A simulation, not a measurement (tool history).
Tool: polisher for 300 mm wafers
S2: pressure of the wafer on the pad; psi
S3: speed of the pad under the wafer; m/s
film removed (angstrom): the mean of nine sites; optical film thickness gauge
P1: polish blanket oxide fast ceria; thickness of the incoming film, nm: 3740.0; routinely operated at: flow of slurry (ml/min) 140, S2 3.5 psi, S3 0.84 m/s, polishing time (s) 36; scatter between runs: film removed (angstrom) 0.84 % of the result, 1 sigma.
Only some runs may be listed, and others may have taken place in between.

{"run": 1, "hour": 5.6, "flow of slurry (ml/min)": 140, "S2": 3.5, "S3": 0.84, "polishing time (s)": 36, "film removed (angstrom)": 4811.6}
{"run": 2, "hour": 11.9, "flow of slurry (ml/min)": 215, "S2": 3.5, "S3": 0.4, "polishing time (s)": 36, "film removed (angstrom)": 2432.4}
{"run": 3, "hour": 19.7, "flow of slurry (ml/min)": 140, "S2": 3.5, "S3": 0.84, "polishing time (s)": 36, "film removed (angstrom)": 4786}
{"run": 4, "hour": 28.7, "flow of slurry (ml/min)": 140, "S2": 1.6, "S3": 0.84, "polishing time (s)": 36, "film removed (angstrom)": 2182.1}
{"run": 5, "hour": 36.7, "flow of slurry (ml/min)": 140, "S2": 5.3, "S3": 0.84, "polishing time (s)": 36, "film removed (angstrom)": 7292.4}
{"run": 6, "hour": 41.4, "flow of slurry (ml/min)": 140, "S2": 3.5, "S3": 0.84, "polishing time (s)": 36, "film removed (angstrom)": 4763.1}
{"hour": 48.9, "done": "worn pad replaced by a new one"}
{"run": 7, "hour": 50.1, "flow of slurry (ml/min)": 140, "S2": 3.5, "S3": 0.38, "polishing time (s)": 36, "film removed (angstrom)": 2140.6}
{"run": 8, "hour": 57.1, "flow of slurry (ml/min)": 140, "S2": 3.5, "S3": 0.84, "polishing time (s)": 36, "film removed (angstrom)": 4810.4}
{"run": 9, "hour": 63.3, "flow of slurry (ml/min)": 215, "S2": 3.5, "S3": 0.84, "polishing time (s)": 17, "film removed (angstrom)": 2371.7}
{"run": 10, "hour": 67.8, "flow of slurry (ml/min)": 85, "S2": 3.5, "S3": 0.84, "polishing time (s)": 36, "film removed (angstrom)": 4260.1}
{"run": 11, "hour": 77.1, "flow of slurry (ml/min)": 140, "S2": 3.5, "S3": 0.84, "polishing time (s)": 36, "film removed (angstrom)": 4779.3}
{"run": 12, "hour": 85.1, "flow of slurry (ml/min)": 140, "S2": 3.5, "S3": 0.84, "polishing time (s)": 17, "film removed (angstrom)": 2228.7}
{"run": 13, "hour": 90.2, "flow of slurry (ml/min)": 140, "S2": 3.5, "S3": 0.84, "polishing time (s)": 51, "film removed (angstrom)": 6765.8}
{"run": 14, "hour": 96.5, "flow of slurry (ml/min)": 215, "S2": 3.5, "S3": 0.84, "polishing time (s)": 36, "film removed (angstrom)": 5168}
{"run": 15, "hour": 104.1, "flow of slurry (ml/min)": 140, "S2": 3.5, "S3": 1.26, "polishing time (s)": 36, "film removed (angstrom)": 7256}
{"run": 16, "hour": 112.6, "flow of slurry (ml/min)": 140, "S2": 3.5, "S3": 0.84, "polishing time (s)": 36, "film removed (angstrom)": 4814.9}
{"run": 17, "hour": 120.9, "flow of slurry (ml/min)": 140, "S2": 3.5, "S3": 0.84, "polishing time (s)": 36, "film removed (angstrom)": 4822.6}
{"run": 18, "hour": 129.3, "flow of slurry (ml/min)": 140, "S2": 3.5, "S3": 0.84, "polishing time (s)": 36, "film removed (angstrom)": 4553.4}
{"run": 19, "hour": 137.8, "flow of slurry (ml/min)": 140, "S2": 3.5, "S3": 0.84, "polishing time (s)": 36, "film removed (angstrom)": 4491.1}
{"hour": 141.8, "done": "worn pad replaced by a new one"}
{"run": 20, "hour": 144.4, "flow of slurry (ml/min)": 140, "S2": 3.5, "S3": 0.84, "polishing time (s)": 36, "film removed (angstrom)": 4510.7}
{"run": 21, "hour": 149.5, "flow of slurry (ml/min)": 140, "S2": 3.5, "S3": 0.84, "polishing time (s)": 36, "film removed (angstrom)": 4397.7}
{"run": 22, "hour": 158.6, "flow of slurry (ml/min)": 140, "S2": 3.5, "S3": 0.84, "polishing time (s)": 36, "film removed (angstrom)": 4414.6}
{"run": 23, "hour": 164.6, "flow of slurry (ml/min)": 140, "S2": 3.5, "S3": 0.84, "polishing time (s)": 36, "film removed (angstrom)": 4320.1}

Predict the results of run 24:
{"run": 24, "hour": 170.1, "flow of slurry (ml/min)": 140, "S2": 3.5, "S3": 0.84, "polishing time (s)": 36, "film removed (angstrom)": "?"}

{"run 24": {"film removed (angstrom)": 4346.4}}

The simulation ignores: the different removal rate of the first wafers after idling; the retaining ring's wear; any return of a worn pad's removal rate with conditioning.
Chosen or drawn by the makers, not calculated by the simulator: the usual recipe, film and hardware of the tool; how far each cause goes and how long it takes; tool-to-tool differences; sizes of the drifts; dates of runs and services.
